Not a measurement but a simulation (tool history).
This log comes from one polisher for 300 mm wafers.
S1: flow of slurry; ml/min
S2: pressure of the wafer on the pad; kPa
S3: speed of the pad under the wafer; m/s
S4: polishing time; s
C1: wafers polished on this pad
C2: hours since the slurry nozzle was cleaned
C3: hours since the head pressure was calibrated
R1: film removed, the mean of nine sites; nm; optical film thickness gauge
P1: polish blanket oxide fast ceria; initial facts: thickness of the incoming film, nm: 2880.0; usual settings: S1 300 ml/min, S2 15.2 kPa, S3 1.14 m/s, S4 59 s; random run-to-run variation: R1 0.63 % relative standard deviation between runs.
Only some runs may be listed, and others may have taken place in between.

{"run": 1, "hour": 14.8, "S1": 300, "S2": 15.2, "S3": 1.14, "S4": 59, "C1": 1085, "C2": 277.5, "C3": 265.6, "R1": 881.13}
{"run": 2, "hour": 29.6, "S1": 300, "S2": 15.2, "S3": 1.14, "S4": 59, "C1": 1308, "C2": 292.3, "C3": 280.4, "R1": 885.36}
{"run": 3, "hour": 41.9, "S1": 300, "S2": 15.2, "S3": 0.6, "S4": 59, "C1": 1493, "C2": 304.6, "C3": 292.7, "R1": 472.14}
{"run": 4, "hour": 51.1, "S1": 300, "S2": 15.2, "S3": 1.14, "S4": 59, "C1": 1632, "C2": 313.8, "C3": 301.9, "R1": 893.04}
{"run": 5, "hour": 64.8, "S1": 300, "S2": 22.8, "S3": 1.14, "S4": 87, "C1": 1839, "C2": 327.5, "C3": 315.6, "R1": 1980}
{"run": 6, "hour": 79.8, "S1": 300, "S2": 15.2, "S3": 1.14, "S4": 34, "C1": 2065, "C2": 342.5, "C3": 330.6, "R1": 504.87}
{"run": 7, "hour": 93.1, "S1": 300, "S2": 15.2, "S3": 1.14, "S4": 79, "C1": 2266, "C2": 355.8, "C3": 343.9, "R1": 1190.2}
{"run": 8, "hour": 108.9, "S1": 300, "S2": 15.2, "S3": 1.14, "S4": 59, "C1": 2504, "C2": 371.6, "C3": 359.7, "R1": 893.78}
{"run": 9, "hour": 121.6, "S1": 300, "S2": 15.2, "S3": 1.14, "S4": 59, "C1": 2696, "C2": 384.3, "C3": 372.4, "R1": 882.11}
{"run": 10, "hour": 131.7, "S1": 300, "S2": 15.2, "S3": 0.78, "S4": 44, "C1": 2848, "C2": 394.4, "C3": 382.5, "R1": 455.28}
{"run": 11, "hour": 139.5, "S1": 300, "S2": 9.7, "S3": 1.14, "S4": 59, "C1": 2966, "C2": 402.2, "C3": 390.3, "R1": 560.2}
{"run": 12, "hour": 149.0, "S1": 300, "S2": 20.7, "S3": 1.14, "S4": 28, "C1": 3109, "C2": 411.7, "C3": 399.8, "R1": 569.16}
{"run": 13, "hour": 163.5, "S1": 180, "S2": 15.2, "S3": 1.14, "S4": 59, "C1": 3328, "C2": 426.2, "C3": 414.3, "R1": 831.95}
{"run": 14, "hour": 173.8, "S1": 300, "S2": 20, "S3": 1.14, "S4": 59, "C1": 3483, "C2": 436.5, "C3": 424.6, "R1": 1155}
{"run": 15, "hour": 188.4, "S1": 440, "S2": 15.2, "S3": 1.14, "S4": 59, "C1": 3704, "C2": 451.1, "C3": 439.2, "R1": 906.49}
{"run": 16, "hour": 203.1, "S1": 300, "S2": 15.2, "S3": 1.64, "S4": 59, "C1": 3926, "C2": 465.8, "C3": 453.9, "R1": 1268.8}
{"run": 17, "hour": 212.4, "S1": 300, "S2": 15.2, "S3": 1.14, "S4": 59, "C1": 4066, "C2": 475.1, "C3": 463.2, "R1": 876.57}
{"run": 18, "hour": 226.2, "S1": 300, "S2": 15.2, "S3": 1.14, "S4": 59, "C1": 4274, "C2": 488.9, "C3": 477, "R1": 882.93}
{"run": 19, "hour": 240.9, "S1": 300, "S2": 15.2, "S3": 1.14, "S4": 59, "C1": 4496, "C2": 503.6, "C3": 491.7, "R1": 871.44}
{"run": 20, "hour": 253.5, "S1": 300, "S2": 15.2, "S3": 1.14, "S4": 59, "C1": 4686, "C2": 516.2, "C3": 504.3, "R1": 874.12}
{"run": 21, "hour": 265.1, "S1": 300, "S2": 15.2, "S3": 1.14, "S4": 59, "C1": 4861, "C2": 527.8, "C3": 515.9, "R1": 862.09}

Predict the results of run 22:
{"run": 22, "hour": 277.1, "S1": 300, "S2": 15.2, "S3": 1.14, "S4": 59, "C1": 5042, "C2": 539.8, "C3": 527.9, "R1": "?"}

Run 22 measured R1 858.84 nm.
